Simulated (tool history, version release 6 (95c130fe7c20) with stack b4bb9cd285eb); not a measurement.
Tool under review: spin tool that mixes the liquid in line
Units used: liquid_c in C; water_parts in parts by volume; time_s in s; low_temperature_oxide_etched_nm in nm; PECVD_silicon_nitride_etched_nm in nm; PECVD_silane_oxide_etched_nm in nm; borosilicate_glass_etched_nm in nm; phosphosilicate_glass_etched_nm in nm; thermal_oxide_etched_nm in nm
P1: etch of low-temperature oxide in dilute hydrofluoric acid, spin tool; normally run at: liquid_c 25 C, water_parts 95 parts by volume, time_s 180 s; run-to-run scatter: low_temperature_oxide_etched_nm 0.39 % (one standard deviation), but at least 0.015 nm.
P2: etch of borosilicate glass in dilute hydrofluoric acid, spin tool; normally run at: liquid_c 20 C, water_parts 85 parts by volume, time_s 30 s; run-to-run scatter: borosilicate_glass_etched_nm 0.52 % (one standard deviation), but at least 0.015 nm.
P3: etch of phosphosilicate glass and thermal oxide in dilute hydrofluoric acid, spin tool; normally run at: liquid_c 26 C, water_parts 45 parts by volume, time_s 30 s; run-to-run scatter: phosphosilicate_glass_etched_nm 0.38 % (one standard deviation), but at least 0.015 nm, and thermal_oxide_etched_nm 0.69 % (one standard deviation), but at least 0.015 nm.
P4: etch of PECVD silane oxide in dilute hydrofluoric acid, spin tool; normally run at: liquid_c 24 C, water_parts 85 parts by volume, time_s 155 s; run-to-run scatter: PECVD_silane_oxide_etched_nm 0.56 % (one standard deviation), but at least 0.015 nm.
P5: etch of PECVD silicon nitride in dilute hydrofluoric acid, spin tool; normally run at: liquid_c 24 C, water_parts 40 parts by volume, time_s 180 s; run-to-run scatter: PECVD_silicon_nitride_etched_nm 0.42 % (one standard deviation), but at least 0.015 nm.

run	hour	process	liquid_c	water_parts	time_s	hours since the thermometer was replaced	hours since the hydrofluoric acid flow meter was replaced	low_temperature_oxide_etched_nm	PECVD_silicon_nitride_etched_nm	PECVD_silane_oxide_etched_nm	borosilicate_glass_etched_nm	phosphosilicate_glass_etched_nm	thermal_oxide_etched_nm
1	4.5	P1	25	95	180	533.5	1103.7	28.45					
2	8.8	P5	24	40	180	537.8	1108		7.7768				
3	14.4	P1	19.5	95	180	543.4	1113.6	22.899					
4	19.4	P1	25	170	270	548.4	1118.6	21.697					
5	24.8	P1	25	95	180	553.8	1124	28.373					
6	32	P4	24	85	155	561	1131.2			36.387			
7	38.1	P1	25	20	105	567.1	1137.3	87.206					
8	42.2	P1	25	95	180	571.2	1141.4	28.388					
9	47.2	P5	24	20	180	576.2	1146.4		15.242				
10	53.7	P4	24	85	25	582.7	1152.9			5.8735			
11	60.3	P1	25	20	180	589.3	1159.5	148.85					
12	64.8	P2	20	85	30	593.8	1164				14.352		
13	68.7	P3	33.5	45	30	597.7	1167.9					79.621	4.6686
14	75	P4	24	115	155	604	1174.2			26.201			
15	79.2	P1	25	95	60	608.2	1178.4	9.433					
16	84.1	P2	20	85	15	613.1	1183.3				7.1959		
17	89.4	P5	24	40	180	618.4	1188.6		7.7852				
18	95	P1	25	95	180	624	1194.2	28.453					
19	100	P4	29	85	155	629	1199.2			44.199			
20	108.3	P2	17	85	30	637.3	1207.5				12.861		
21	112.2	P5	20	40	180	641.2	1211.4		5.8794				
22	119.7	P1	25	95	180	648.7	1218.9	28.192					
23	125.9	P1	25	140	180	654.9	1225.1	18.22					
# hour 131.2: hydrofluoric acid flow meter replaced
24	134.3	P3	26	45	15	663.3	3.2					29.658	1.7226
25	140.7	P3	26	70	30	669.7	9.6					36.81	2.1518
26	145.4	P1	32	95	180	674.4	14.3	37.236					
27	151.6	P1	25	20	100	680.6	20.5	82.729					
28	158.8	P2	20	150	30	687.8	27.7				7.765		
29	166.5	P5	24	40	15	695.5	35.4		0.62472				
30	170.2	P3	26	45	30	699.2	39.1					59.218	3.4829
31	176.6	P1	25	95	280	705.6	45.5	44.288					
32	181.2	P1	25	95	180	710.2	50.1	28.266					
33	186.4	P1	25	95	180	715.4	55.3	29.084					
34	190.4	P1	25	95	180	719.4	59.3	29.596					
35	195.9	P1	25	95	180	724.9	64.8	29.849					
36	202.9	P1	25	95	180	731.9	71.8	30.218					
37	208.3	P1	25	95	180	737.3	77.2	30.436					
38	213.7	P1	25	95	180	742.7	82.6	30.324					
39	220.6	P1	25	95	180	749.6	89.5	30.454					
40	225.2	P1	25	95	180	754.2	94.1	30.5					
41	232.4	P1	25	95	180	761.4	101.3	30.488					
42	236.1	P1	25	95	180	765.1	105	30.643					

The log shows P1 creeping away from where it was. Any of the 2 causes listed here, at the size stated for it, fits the log just as well as the others:
A: hydrofluoric acid flow above the setpoint (%) = 7.07
B: liquid hotter than its thermometer reads (K) = 1.96
The gradual shift began around hour 181.2.

4 check runs are offered, one wafer each, their results left as question marks. Which one tells the causes apart?
check 1	239.8	P5	24	40	110				?				
check 2	239.8	P4	28.5	85	95					?			
check 3	239.8	P2	20	140	15						?		
check 4	239.8	P3	32.5	45	15							?	?

What each check would give under each cause:
check	result	if A	if B
check 1	PECVD_silicon_nitride_etched_nm	5.0839	5.4276
check 2	PECVD_silane_oxide_etched_nm	28.726	28.687
check 3	borosilicate_glass_etched_nm	4.4716	4.47
check 4	phosphosilicate_glass_etched_nm	41.375	41.459
check 4	thermal_oxide_etched_nm	2.4128	2.4176
Minimum pairwise separation of causes per check, each pair taken at its best-separating result: check 1 6.54 %; check 2 0.14 %; check 3 0.03 %; check 4 0.2 %
Check 1 distinguishes between the causes, while the remaining checks would return nearly the same result for all of them.

After running check 1, the following was obtained: PECVD_silicon_nitride_etched_nm 5.3915 nm. Which cause does this point to?

It is B: liquid hotter than its thermometer reads (K).
